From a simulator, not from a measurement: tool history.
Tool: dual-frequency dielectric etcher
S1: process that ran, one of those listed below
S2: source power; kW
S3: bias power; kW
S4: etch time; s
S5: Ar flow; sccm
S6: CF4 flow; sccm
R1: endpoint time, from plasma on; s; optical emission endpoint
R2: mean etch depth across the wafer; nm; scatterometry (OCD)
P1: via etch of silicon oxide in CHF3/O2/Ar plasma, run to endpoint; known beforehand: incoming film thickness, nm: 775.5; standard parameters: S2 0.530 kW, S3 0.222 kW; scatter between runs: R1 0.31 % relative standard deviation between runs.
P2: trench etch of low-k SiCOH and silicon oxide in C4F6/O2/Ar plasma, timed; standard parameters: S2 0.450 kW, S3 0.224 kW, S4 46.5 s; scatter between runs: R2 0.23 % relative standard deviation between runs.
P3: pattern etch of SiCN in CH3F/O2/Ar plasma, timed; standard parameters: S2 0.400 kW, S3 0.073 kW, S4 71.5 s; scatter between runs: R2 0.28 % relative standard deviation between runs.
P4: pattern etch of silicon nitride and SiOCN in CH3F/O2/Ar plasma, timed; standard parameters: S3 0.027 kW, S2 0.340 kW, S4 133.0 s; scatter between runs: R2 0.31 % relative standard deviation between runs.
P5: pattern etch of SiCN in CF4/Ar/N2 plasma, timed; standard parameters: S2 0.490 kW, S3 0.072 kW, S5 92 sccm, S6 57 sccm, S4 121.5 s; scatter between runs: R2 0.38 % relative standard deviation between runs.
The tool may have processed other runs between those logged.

run	hour	S1	S2	S3	S4	S5	S6	R1	R2
1	12.5	P1	0.530	0.222				382.82	
2	26.4	P3	0.400	0.073	97.5				37.612
3	36.2	P3	0.400	0.046	71.5				23.620
4	46.8	P1	0.530	0.152				432.93	
5	59.0	P3	0.510	0.073	71.5				30.369
6	69.5	P4	0.340	0.027	133.0				18.050
7	76.1	P5	0.490	0.072	121.5	60	57		122.070
# hour 78.7: wet clean of the chamber
8	82.9	P1	0.740	0.222				337.52	
9	89.9	P5	0.490	0.072	153.0	92	57		144.330
10	99.0	P2	0.590	0.224	46.5				192.840
11	109.3	P1	0.340	0.222				452.37	
12	120.5	P4	0.340	0.017	133.0				14.804
13	130.5	P2	0.450	0.283	46.5				187.760
14	140.1	P2	0.450	0.224	46.5				174.150
15	152.3	P1	0.530	0.222				384.27	
16	163.2	P1	0.530	0.222				384.56	
17	175.1	P4	0.340	0.027	133.0				18.096
18	185.5	P2	0.450	0.224	26.0				96.701
19	198.9	P5	0.490	0.053	121.5	92	57		102.890
20	207.9	P1	0.530	0.222				382.41	
21	219.9	P5	0.490	0.072	121.5	92	42		108.650
22	229.5	P5	0.310	0.072	121.5	92	57		76.262
23	240.9	P5	0.490	0.072	121.5	92	57		114.800
24	252.4	P4	0.340	0.027	76.5				10.409
25	258.9	P1	0.710	0.142				398.35	
26	266.9	P1	0.530	0.287				349.41	
27	276.4	P3	0.400	0.073	71.5				27.714
28	287.7	P4	0.450	0.027	133.0				19.881
29	301.4	P1	0.530	0.222				384.21	
30	309.6	P1	0.530	0.222				383.26	
31	318.4	P1	0.530	0.222				384.48	
32	327.9	P1	0.530	0.222				386.77	
33	340.0	P1	0.530	0.222				387.00	
34	347.3	P1	0.530	0.222				387.06	
35	355.6	P1	0.530	0.222				388.69	
# hour 357.8: wet clean of the chamber
36	367.7	P1	0.530	0.222				386.77	
37	381.0	P1	0.530	0.222				389.65	
38	390.6	P1	0.530	0.222				385.83	
39	403.1	P1	0.530	0.222				390.66	

P1 has crept away from where it was. The log is fitted equally well by each of these 2 causes, at the sizes shown:
A: bias power that arrives under what is set, % = 4.42
B: source power that arrives under what is set, % = 4.12
The gradual shift began around hour 301.4.
Why every other cause is out:
chamber walls in a state that lowers the etch rate, %: its service at hour 357.8 followed the start of the drift and did not put the process back to its old value

The list below offers 4 check runs, each averaging the results of 2 wafers, and shows each result as a question mark. For which of them would the listed causes give clearly different results?
check 1	415.6	P2	0.450	0.261	26.5				?
check 2	415.6	P3	0.400	0.053	93.0				?
check 3	415.6	P4	0.340	0.019	77.5				?
check 4	415.6	P5	0.490	0.058	121.5	66	57		?

Predicted outcomes, by check and by cause:
check	result	if A	if B
check 1	R2	102.6300	102.5500
check 2	R2	31.8240	31.7810
check 3	R2	8.8385	8.8821
check 4	R2	110.2500	107.7400
Gap, in per cent, between the two causes that each check separates least, read from the result that separates them most: check 1 0.09 %; check 2 0.14 %; check 3 0.49 %; check 4 2.31 %
The causes can be told apart only by check 4. The other checks would give nearly the same results under each of them.

Check 4 has now been run. It gave: R2 107.7900 nm. Which of the candidate causes is it?

B is the cause: source power that arrives under what is set, %.
